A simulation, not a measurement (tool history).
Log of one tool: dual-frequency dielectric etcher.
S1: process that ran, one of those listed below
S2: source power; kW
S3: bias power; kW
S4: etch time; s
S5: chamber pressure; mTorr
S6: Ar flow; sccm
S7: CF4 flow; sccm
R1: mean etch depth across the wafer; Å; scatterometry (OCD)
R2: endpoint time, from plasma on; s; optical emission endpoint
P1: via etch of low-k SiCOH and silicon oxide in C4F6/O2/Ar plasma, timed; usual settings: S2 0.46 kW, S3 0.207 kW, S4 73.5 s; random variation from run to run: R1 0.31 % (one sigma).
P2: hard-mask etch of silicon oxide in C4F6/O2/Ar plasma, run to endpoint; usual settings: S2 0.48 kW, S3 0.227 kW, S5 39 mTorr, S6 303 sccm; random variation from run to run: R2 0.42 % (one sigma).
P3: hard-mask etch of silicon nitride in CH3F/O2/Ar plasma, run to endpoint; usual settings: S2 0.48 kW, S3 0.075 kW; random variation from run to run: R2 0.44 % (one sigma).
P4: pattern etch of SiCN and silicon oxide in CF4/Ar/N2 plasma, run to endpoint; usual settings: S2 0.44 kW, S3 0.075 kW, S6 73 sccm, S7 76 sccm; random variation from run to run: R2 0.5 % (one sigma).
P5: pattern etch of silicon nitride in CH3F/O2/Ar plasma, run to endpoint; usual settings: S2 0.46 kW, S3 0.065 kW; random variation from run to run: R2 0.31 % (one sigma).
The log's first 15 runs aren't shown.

Run 16, day 7.738: S1 P4, S2 0.44 kW, S3 0.075 kW, S6 73 sccm, S7 76 sccm. Result: R2 16.409 s.
Run 17, day 8.283: S1 P4, S2 0.57 kW, S3 0.075 kW, S6 73 sccm, S7 76 sccm. Result: R2 13.098 s.
Run 18, day 8.8: S1 P1, S2 0.46 kW, S3 0.207 kW, S4 73.5 s. Result: R1 2222.9 Å.
Run 19, day 9.529: S1 P1, S2 0.57 kW, S3 0.207 kW, S4 73.5 s. Result: R1 2413.6 Å.
Run 20, day 9.9: S1 P1, S2 0.46 kW, S3 0.207 kW, S4 73.5 s. Result: R1 2226.2 Å.
Run 21, day 10.529: S1 P4, S2 0.44 kW, S3 0.075 kW, S6 73 sccm, S7 76 sccm. Result: R2 16.465 s.
Run 22, day 10.979: S1 P1, S2 0.35 kW, S3 0.207 kW, S4 73.5 s. Result: R1 1999.5 Å.
At day 11.004: bias power generator calibrated.
Run 23, day 11.708: S1 P2, S2 0.48 kW, S3 0.136 kW, S5 39 mTorr, S6 303 sccm. Result: R2 65.115 s.
Run 24, day 12.079: S1 P1, S2 0.46 kW, S3 0.207 kW, S4 73.5 s. Result: R1 2215.4 Å.
Run 25, day 12.558: S1 P1, S2 0.46 kW, S3 0.146 kW, S4 73.5 s. Result: R1 1996.3 Å.
Run 26, day 13.067: S1 P4, S2 0.44 kW, S3 0.075 kW, S6 73 sccm, S7 104 sccm. Result: R2 15.786 s.
Run 27, day 13.767: S1 P2, S2 0.48 kW, S3 0.227 kW, S5 39 mTorr, S6 191 sccm. Result: R2 52.704 s.
Run 28, day 14.525: S1 P5, S2 0.46 kW, S3 0.065 kW. Result: R2 82.539 s.

Forecast run 29:
Run 29, day 14.967: S1 P2, S2 0.48 kW, S3 0.227 kW, S5 52 mTorr, S6 303 sccm. Result: R2 ?.

{"run 29": {"R2": 57.636}}

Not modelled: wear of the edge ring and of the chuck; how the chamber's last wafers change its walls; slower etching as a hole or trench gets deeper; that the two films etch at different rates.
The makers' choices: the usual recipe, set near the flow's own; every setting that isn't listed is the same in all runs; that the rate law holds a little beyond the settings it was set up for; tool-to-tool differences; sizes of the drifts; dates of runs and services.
